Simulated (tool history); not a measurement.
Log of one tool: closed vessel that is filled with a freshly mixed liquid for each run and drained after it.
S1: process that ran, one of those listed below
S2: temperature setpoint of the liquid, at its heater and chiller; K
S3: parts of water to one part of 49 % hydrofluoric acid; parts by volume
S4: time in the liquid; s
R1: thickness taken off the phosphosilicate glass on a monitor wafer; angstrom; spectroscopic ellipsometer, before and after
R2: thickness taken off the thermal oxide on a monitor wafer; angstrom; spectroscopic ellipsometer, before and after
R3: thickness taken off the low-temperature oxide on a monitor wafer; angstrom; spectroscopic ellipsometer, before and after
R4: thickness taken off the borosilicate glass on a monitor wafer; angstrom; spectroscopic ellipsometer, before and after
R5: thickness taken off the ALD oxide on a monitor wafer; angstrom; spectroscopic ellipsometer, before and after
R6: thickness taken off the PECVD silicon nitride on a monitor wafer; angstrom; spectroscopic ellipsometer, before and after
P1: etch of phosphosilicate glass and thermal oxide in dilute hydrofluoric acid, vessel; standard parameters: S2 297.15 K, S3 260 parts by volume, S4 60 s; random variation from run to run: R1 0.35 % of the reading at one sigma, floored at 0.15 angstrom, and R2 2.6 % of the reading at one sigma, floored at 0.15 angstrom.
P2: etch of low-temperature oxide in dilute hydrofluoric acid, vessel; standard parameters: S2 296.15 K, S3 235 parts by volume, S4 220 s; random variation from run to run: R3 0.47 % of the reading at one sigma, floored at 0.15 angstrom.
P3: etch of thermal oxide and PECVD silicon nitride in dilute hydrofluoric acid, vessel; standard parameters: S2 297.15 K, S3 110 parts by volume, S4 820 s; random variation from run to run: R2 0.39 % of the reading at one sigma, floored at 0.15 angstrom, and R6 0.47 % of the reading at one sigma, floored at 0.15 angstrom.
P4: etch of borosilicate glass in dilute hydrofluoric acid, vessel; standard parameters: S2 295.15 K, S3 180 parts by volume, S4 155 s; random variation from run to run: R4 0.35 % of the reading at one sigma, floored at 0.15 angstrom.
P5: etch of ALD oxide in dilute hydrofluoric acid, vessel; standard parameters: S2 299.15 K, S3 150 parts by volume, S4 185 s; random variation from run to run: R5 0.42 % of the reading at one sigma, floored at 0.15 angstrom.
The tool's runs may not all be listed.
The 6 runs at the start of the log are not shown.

run    day  S1      S2   S3   S4      R1         R2      R3      R4      R5       R6
  7  2.092  P5  299.15  150  335                                     414.01
  8  2.433  P1  297.15  260   30  128.14     4.6902
  9  2.688  P1  297.15  260   60  256.84     9.6288
 10  2.954  P5  303.65  150  185                                     270.97
 11  3.129  P3  305.65  110  820           455.1000                           629.92
 12  3.400  P3  297.15  110  410           166.4100                           182.58
 13  3.746  P1  297.15  260   60  257.39     9.4201
 14  3.975  P2  290.15  235  220                     226.41
 15  4.350  P1  300.65  260   60  291.10    11.5210
 16  4.679  P5  299.15  150  185                                     228.94
 17  4.983  P1  297.15  465   60  119.26     4.2837
 18  5.288  P4  295.15   90  155                             436.86
 19  5.638  P2  296.15  235  375                     486.35
 20  6.017  P3  297.15  110  820           333.2500                           361.84
 21  6.283  P1  302.65  395   60  177.27     6.1621
 22  6.671  P1  297.15  260   60  256.10     9.6446
 23  6.992  P2  296.15  235  220                     283.20
 24  7.308  P1  297.15   95   60  844.66    31.3270
 25  7.562  P2  296.15  235  220                     284.41
 26  7.821  P4  302.65  180  155                             263.04
     7.871  -- hydrofluoric acid flow meter replaced
 27  8.133  P3  297.15   25  820          1630.2000                          1559.30
 28  8.483  P1  290.15  260   60  198.24     7.5064
 29  8.788  P1  297.15  260   60  258.78     9.1269

Expected results for the next run?
 30  8.996  P1  297.15  260  60   ?   ?

{"run 30": {"R1": 257.03, "R2": 9.7714}}

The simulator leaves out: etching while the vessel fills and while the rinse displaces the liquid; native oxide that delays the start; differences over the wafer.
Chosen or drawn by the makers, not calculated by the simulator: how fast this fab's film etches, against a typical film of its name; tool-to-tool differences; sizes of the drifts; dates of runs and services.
